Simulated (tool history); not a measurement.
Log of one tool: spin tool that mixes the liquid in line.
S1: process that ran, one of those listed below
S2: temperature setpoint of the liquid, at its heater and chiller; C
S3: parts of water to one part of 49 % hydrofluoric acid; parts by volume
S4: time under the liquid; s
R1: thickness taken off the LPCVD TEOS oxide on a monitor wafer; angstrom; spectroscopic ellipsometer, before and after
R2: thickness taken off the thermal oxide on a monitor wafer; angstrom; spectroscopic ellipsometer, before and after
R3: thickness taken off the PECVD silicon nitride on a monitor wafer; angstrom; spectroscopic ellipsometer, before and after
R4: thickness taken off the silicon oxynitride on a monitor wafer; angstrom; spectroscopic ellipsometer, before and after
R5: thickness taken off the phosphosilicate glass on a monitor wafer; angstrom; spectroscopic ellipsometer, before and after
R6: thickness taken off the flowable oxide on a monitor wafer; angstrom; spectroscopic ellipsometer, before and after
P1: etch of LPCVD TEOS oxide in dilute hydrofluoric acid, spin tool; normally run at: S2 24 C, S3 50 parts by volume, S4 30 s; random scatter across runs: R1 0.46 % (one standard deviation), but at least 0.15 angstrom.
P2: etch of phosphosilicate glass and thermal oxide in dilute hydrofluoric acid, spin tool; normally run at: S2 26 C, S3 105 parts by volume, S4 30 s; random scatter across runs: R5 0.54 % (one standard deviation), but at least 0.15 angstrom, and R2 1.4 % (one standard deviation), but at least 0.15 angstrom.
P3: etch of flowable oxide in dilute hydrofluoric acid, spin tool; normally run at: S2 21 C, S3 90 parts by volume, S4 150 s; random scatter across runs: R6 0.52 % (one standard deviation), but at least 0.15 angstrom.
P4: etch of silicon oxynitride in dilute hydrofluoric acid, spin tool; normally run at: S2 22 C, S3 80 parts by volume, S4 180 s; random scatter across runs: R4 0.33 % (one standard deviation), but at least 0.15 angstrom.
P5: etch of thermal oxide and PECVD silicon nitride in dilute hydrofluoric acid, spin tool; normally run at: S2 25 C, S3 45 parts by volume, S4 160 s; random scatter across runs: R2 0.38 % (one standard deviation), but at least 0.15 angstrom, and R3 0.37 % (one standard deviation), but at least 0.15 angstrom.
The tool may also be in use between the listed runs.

| run | hour | S1 | S2 | S3 | S4 | R1 | R2 | R3 | R4 | R5 | R6 |
|---|---|---|---|---|---|---|---|---|---|---|---|
| 1 | 4.7 | P1 | 24 | 50 | 30 | 177.21 |  |  |  |  |  |
| 2 | 11.5 | P5 | 25 | 70 | 160 |  | 120.9 | 85.197 |  |  |  |
| 3 | 17.7 | P4 | 22 | 80 | 180 |  |  |  | 80.702 |  |  |
| 4 | 23.7 | P4 | 22 | 80 | 180 |  |  |  | 80.547 |  |  |
| 5 | 27.6 | P2 | 18 | 105 | 30 |  | 10.588 |  |  | 389.85 |  |
| 6 | 31.4 | P5 | 25 | 45 | 160 |  | 194.6 | 131.54 |  |  |  |
| 7 | 37.5 | P1 | 20 | 90 | 30 | 79.159 |  |  |  |  |  |
| 8 | 42 | P2 | 26 | 105 | 60 |  | 29.463 |  |  | 1072.8 |  |
| 9 | 47.3 | P1 | 19.5 | 85 | 30 | 82.64 |  |  |  |  |  |
| 10 | 50.5 | P3 | 21 | 90 | 30 |  |  |  |  |  | 108.49 |
| 11 | 56.1 | P5 | 32 | 45 | 160 |  | 256.94 | 208.25 |  |  |  |
| 12 | 62.4 | P2 | 26 | 105 | 30 |  | 14.815 |  |  | 539.13 |  |
| 13 | 66.1 | P1 | 24 | 50 | 60 | 356.39 |  |  |  |  |  |
| 14 | 73.1 | P3 | 21 | 20 | 150 |  |  |  |  |  | 2671.8 |
| 15 | 79.9 | P1 | 17 | 50 | 30 | 131.47 |  |  |  |  |  |
| 16 | 84.5 | P4 | 22 | 80 | 355 |  |  |  | 158.56 |  |  |
| 17 | 90.2 | P1 | 24 | 50 | 15 | 88.519 |  |  |  |  |  |
| 18 | 94.2 | P3 | 21 | 90 | 150 |  |  |  |  |  | 549.17 |
| 19 | 98.6 | P3 | 25.5 | 90 | 150 |  |  |  |  |  | 647.75 |
| 20 | 102.2 | P5 | 25 | 45 | 50 |  | 60.748 | 41.58 |  |  |  |
| 21 | 105.5 | P1 | 24 | 20 | 15 | 228.98 |  |  |  |  |  |
| 22 | 111.3 | P1 | 24 | 50 | 30 | 178.2 |  |  |  |  |  |
| 23 | 115.2 | P1 | 24 | 70 | 30 | 123.94 |  |  |  |  |  |
| 24 | 119.5 | P4 | 22 | 145 | 180 |  |  |  | 42.647 |  |  |
| 25 | 124.4 | P1 | 24 | 50 | 30 | 176.13 |  |  |  |  |  |
| 26 | 129.3 | P1 | 24 | 50 | 30 | 175.8 |  |  |  |  |  |
| 27 | 132.6 | P2 | 26 | 25 | 30 |  | 68.873 |  |  | 2524.8 |  |
| 28 | 139.5 | P1 | 24 | 20 | 30 | 460.24 |  |  |  |  |  |
| 29 | 145.5 | P1 | 28.5 | 50 | 30 | 213.91 |  |  |  |  |  |
| 30 | 151.8 | P4 | 17 | 80 | 180 |  |  |  | 62.781 |  |  |
| 31 | 157.5 | P1 | 24 | 50 | 30 | 177.95 |  |  |  |  |  |
| 32 | 163.2 | P1 | 24 | 50 | 30 | 180.49 |  |  |  |  |  |
| 33 | 170.1 | P1 | 24 | 50 | 30 | 182.88 |  |  |  |  |  |
| 34 | 175.9 | P1 | 24 | 50 | 30 | 185.99 |  |  |  |  |  |
| 35 | 180.9 | P1 | 24 | 50 | 30 | 185.96 |  |  |  |  |  |
| 36 | 186 | P1 | 24 | 50 | 30 | 187.08 |  |  |  |  |  |
| 37 | 190.3 | P1 | 24 | 50 | 30 | 187.28 |  |  |  |  |  |
| 38 | 193.7 | P1 | 24 | 50 | 30 | 187.47 |  |  |  |  |  |
| 39 | 200.7 | P1 | 24 | 50 | 30 | 186.69 |  |  |  |  |  |
| 40 | 207.4 | P1 | 24 | 50 | 30 | 189.23 |  |  |  |  |  |
| 41 | 211.9 | P1 | 24 | 50 | 30 | 188.6 |  |  |  |  |  |
| 42 | 217.2 | P1 | 24 | 50 | 30 | 188.76 |  |  |  |  |  |

What P1 gives has crept off from where it sat before. The 2 causes that follow fit the log equally well, each at the size noted:
A: hydrofluoric acid flow above the setpoint (%) = 6.03
B: liquid hotter than its thermometer reads (K) = 1.53
At approximately hour 157.5, the process output began to creep.

4 check runs are offered, one wafer each, their results left as question marks. Which one tells the causes apart?
| check 1 | 222.5 | P5 | 28.5 | 45 | 160 |  | ? | ? |  |  |  |
| check 2 | 222.5 | P2 | 23 | 105 | 55 |  | ? |  |  | ? |  |
| check 3 | 222.5 | P3 | 24 | 35 | 150 |  |  |  |  |  | ? |
| check 4 | 222.5 | P4 | 17 | 130 | 180 |  |  |  | ? |  |  |

What every check run would give for each of its results, assuming each possible cause in turn:
| check | result | if A | if B |
|---|---|---|---|
| check 1 | R2 | 239.06 | 238.64 |
| check 1 | R3 | 175.94 | 183.47 |
| check 2 | R2 | 25.424 | 25.293 |
| check 2 | R5 | 934.65 | 929.85 |
| check 3 | R6 | 1799.2 | 1803.1 |
| check 4 | R4 | 39.895 | 40.376 |
Minimum pairwise separation of causes per check, each pair taken at its best-separating result: check 1 4.19 %; check 2 0.52 %; check 3 0.22 %; check 4 1.2 %
Check 1 tells the causes apart: in the others they would give nearly the same result.

The results of check 1 are: R2 239.56 angstrom; R3 183.2 angstrom. Based on these, which of the listed causes is it?

The cause is B: liquid hotter than its thermometer reads (K).

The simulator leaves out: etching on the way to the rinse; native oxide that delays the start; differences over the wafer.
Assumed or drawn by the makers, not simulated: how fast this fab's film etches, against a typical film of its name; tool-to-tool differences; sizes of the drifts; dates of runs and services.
